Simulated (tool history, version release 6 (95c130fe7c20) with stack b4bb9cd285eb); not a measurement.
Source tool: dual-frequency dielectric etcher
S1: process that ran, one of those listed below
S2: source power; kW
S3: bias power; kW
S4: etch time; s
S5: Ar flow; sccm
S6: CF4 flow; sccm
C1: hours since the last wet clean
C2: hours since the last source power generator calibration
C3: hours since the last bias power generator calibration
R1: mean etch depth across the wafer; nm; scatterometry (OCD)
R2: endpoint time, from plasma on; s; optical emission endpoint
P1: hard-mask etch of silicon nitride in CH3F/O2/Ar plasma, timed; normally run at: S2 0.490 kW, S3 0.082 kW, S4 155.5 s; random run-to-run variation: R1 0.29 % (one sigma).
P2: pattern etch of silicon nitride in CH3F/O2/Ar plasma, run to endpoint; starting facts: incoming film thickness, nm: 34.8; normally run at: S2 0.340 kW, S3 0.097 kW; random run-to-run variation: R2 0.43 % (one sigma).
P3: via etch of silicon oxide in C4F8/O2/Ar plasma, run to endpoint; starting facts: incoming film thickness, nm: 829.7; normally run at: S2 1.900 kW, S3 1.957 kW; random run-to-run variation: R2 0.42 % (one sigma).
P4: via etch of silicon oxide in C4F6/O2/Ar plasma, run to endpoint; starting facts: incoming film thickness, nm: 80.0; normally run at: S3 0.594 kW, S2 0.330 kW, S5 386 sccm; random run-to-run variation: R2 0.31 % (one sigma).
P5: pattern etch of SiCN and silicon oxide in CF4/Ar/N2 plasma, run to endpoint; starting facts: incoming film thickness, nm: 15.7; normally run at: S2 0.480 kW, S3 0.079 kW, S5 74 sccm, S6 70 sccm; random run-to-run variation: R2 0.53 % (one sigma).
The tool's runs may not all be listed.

run,hour,S1,S2,S3,S4,S5,S6,C1,C2,C3,R1,R2
1,11.8,P1,0.490,0.082,155.5,,,470.5,1365.4,298.9,123.640,
2,21.2,P5,0.480,0.079,,74,70,479.9,1374.8,308.3,,16.039
3,34.0,P4,0.330,0.594,,386,,492.7,1387.6,321.1,,18.058
4,45.4,P4,0.330,0.594,,290,,504.1,1399.0,332.5,,17.475
5,56.5,P4,0.330,0.594,,386,,515.2,1410.1,343.6,,17.992
# hour 62.6: source power generator calibrated
6,67.1,P5,0.590,0.079,,74,70,525.8,4.5,354.2,,13.303
7,74.6,P1,0.490,0.082,155.5,,,533.3,12.0,361.7,124.160,
8,85.6,P3,1.900,1.283,,,,544.3,23.0,372.7,,192.770
9,99.7,P5,0.480,0.055,,74,70,558.4,37.1,386.8,,17.916
10,114.4,P1,0.490,0.082,214.0,,,573.1,51.8,401.5,170.730,
11,122.9,P5,0.480,0.079,,100,70,581.6,60.3,410.0,,16.660
12,136.0,P1,0.610,0.082,155.5,,,594.7,73.4,423.1,134.760,
13,149.1,P1,0.490,0.082,118.5,,,607.8,86.5,436.2,95.085,
14,163.9,P2,0.340,0.097,,,,622.6,101.3,451.0,,49.026
15,180.6,P1,0.490,0.113,155.5,,,639.3,118.0,467.7,139.480,
16,192.5,P3,1.900,1.957,,,,651.2,129.9,479.6,,172.020
17,208.7,P3,2.250,1.957,,,,667.4,146.1,495.8,,159.980
18,218.0,P5,0.480,0.079,,74,70,676.7,155.4,505.1,,16.069
19,228.9,P5,0.480,0.079,,74,48,687.6,166.3,516.0,,16.700
20,236.6,P2,0.340,0.097,,,,695.3,174.0,523.7,,48.966
21,251.0,P1,0.490,0.082,155.5,,,709.7,188.4,538.1,124.170,
22,262.0,P1,0.490,0.082,155.5,,,720.7,199.4,549.1,124.680,
23,274.8,P2,0.340,0.065,,,,733.5,212.2,561.9,,56.459
24,283.4,P2,0.460,0.097,,,,742.1,220.8,570.5,,43.754
25,295.8,P1,0.490,0.082,155.5,,,754.5,233.2,582.9,123.630,
26,309.7,P1,0.490,0.063,155.5,,,768.4,247.1,596.8,113.760,
27,318.3,P1,0.490,0.082,155.5,,,777.0,255.7,605.4,124.440,
28,332.0,P4,0.330,0.819,,386,,790.7,269.4,619.1,,15.816
29,347.3,P4,0.270,0.594,,386,,806.0,284.7,634.4,,19.484
30,356.8,P1,0.360,0.060,155.5,,,815.5,294.2,643.9,99.152,
31,367.7,P3,1.900,1.957,,,,826.4,305.1,654.8,,171.230
32,376.0,P1,0.300,0.082,155.5,,,834.7,313.4,663.1,103.030,
33,387.3,P1,0.490,0.082,155.5,,,846.0,324.7,674.4,124.740,
34,401.5,P1,0.490,0.082,155.5,,,860.2,338.9,688.6,123.610,
35,410.4,P1,0.490,0.082,155.5,,,869.1,347.8,697.5,122.730,
36,424.9,P1,0.490,0.082,155.5,,,883.6,362.3,712.0,123.250,
37,440.6,P1,0.490,0.082,155.5,,,899.3,378.0,727.7,122.670,
# hour 451.1: wet clean of the chamber
38,452.0,P1,0.490,0.082,155.5,,,1.0,389.4,739.1,122.510,
39,462.6,P1,0.490,0.082,155.5,,,11.6,400.0,749.7,123.050,
40,477.1,P1,0.490,0.082,155.5,,,26.1,414.5,764.2,122.250,
41,493.3,P1,0.490,0.082,155.5,,,42.3,430.7,780.4,121.780,
42,500.9,P1,0.490,0.082,155.5,,,49.9,438.3,788.0,122.060,

P1 has crept away from where it was. The log is fitted equally well by each of these 2 causes, at the sizes shown:
A: source power that arrives under what is set, % = 3.9
B: bias power that arrives under what is set, % = 4.25
Creep in the process output first set in at about hour 387.3.
Every other cause this tool's parts could produce, and why it does not fit the log:
chamber walls in a state that lowers the etch rate, %: serviced after onset, at hour 451.1, with no recovery of the prior output

The list below offers 4 check runs, each averaging the results of 5 wafers, and shows each result as a question mark. For which of them would the listed causes give clearly different results?
check 1,508.5,P2,0.340,0.097,,,,,,,,?
check 2,508.5,P4,0.330,0.594,,386,,,,,,?
check 3,508.5,P5,0.480,0.079,,74,70,,,,,?
check 4,508.5,P3,1.900,1.957,,,,,,,,?

Outcome of each check run for each possible cause:
check,result,if A,if B
check 1,R2,49.643,49.701
check 2,R2,18.304,18.345
check 3,R2,16.564,16.219
check 4,R2,174.350,173.740
Gap, in per cent, between the two causes that each check separates least, read from the result that separates them most: check 1 0.12 %; check 2 0.22 %; check 3 2.1 %; check 4 0.35 %
Check 3 is the one run that separates the causes; every other check would come out nearly the same whichever cause is at work.

With check 3 done, the readings were: R2 16.279 s. Identify which of the listed causes applies.

The cause is B: bias power that arrives under what is set, %.
